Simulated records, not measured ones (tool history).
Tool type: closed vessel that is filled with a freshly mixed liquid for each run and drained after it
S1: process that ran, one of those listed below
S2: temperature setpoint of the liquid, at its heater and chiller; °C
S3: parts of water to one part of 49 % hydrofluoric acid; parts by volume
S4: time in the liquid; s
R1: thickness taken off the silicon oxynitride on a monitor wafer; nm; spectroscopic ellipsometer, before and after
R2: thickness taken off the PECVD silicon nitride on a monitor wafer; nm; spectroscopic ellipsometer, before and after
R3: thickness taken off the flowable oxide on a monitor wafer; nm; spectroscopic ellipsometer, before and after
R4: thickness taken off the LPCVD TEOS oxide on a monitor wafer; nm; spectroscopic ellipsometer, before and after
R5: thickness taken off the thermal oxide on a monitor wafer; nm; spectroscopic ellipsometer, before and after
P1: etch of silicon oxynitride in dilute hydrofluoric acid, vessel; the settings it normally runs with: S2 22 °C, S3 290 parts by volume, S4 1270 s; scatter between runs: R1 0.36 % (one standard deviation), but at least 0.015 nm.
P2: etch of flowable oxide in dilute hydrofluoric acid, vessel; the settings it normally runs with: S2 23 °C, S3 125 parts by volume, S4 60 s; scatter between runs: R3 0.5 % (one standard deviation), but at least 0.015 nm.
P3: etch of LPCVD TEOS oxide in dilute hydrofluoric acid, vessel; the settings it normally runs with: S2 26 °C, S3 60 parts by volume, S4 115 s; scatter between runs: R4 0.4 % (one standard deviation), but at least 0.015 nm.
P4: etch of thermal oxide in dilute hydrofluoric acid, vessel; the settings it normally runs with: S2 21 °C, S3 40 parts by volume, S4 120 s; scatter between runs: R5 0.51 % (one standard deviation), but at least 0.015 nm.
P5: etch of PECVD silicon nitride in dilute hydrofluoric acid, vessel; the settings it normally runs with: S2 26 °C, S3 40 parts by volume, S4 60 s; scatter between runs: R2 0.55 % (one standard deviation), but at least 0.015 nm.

run,hour,S1,S2,S3,S4,R1,R2,R3,R4,R5
1,2.9,P1,22,290,1270,9.3045,,,,
2,6,P5,26,40,30,,4.526,,,
3,10.8,P1,22,290,1270,9.3306,,,,
4,15.2,P2,17,125,60,,,10.353,,
5,18.9,P1,22,290,1270,9.2835,,,,
6,22,P3,26,60,115,,,,56.182,
7,26.4,P5,26,70,60,,5.2038,,,
8,30.1,P3,26,20,115,,,,177.77,
9,33.6,P3,22.5,60,115,,,,48.568,
10,35.9,P1,22,410,1270,6.0826,,,,
# hour 39.8: hydrofluoric acid flow meter replaced
11,40.9,P2,23,125,60,,,13.175,,
12,45.3,P4,21,40,120,,,,,12.968
13,48.6,P5,19,40,60,,5.6288,,,
14,53.2,P4,21,55,120,,,,,9.3715
15,57.6,P4,17,40,120,,,,,11.051
16,60.8,P1,22,290,425,3.0963,,,,
17,64.2,P1,22,290,1270,9.2569,,,,
18,69.3,P1,22,290,1270,9.3735,,,,
19,73.4,P2,23,65,60,,,27.321,,
20,77.8,P1,29.5,165,1270,24.904,,,,
21,82.7,P1,22,60,1270,53.241,,,,
22,87,P1,26,290,1270,11.044,,,,
23,90.1,P1,22,290,2450,17.982,,,,

Predict the results of run 24:
24,94,P4,21,40,170,,,,,?

Run 24 yielded R5 18.443 nm.

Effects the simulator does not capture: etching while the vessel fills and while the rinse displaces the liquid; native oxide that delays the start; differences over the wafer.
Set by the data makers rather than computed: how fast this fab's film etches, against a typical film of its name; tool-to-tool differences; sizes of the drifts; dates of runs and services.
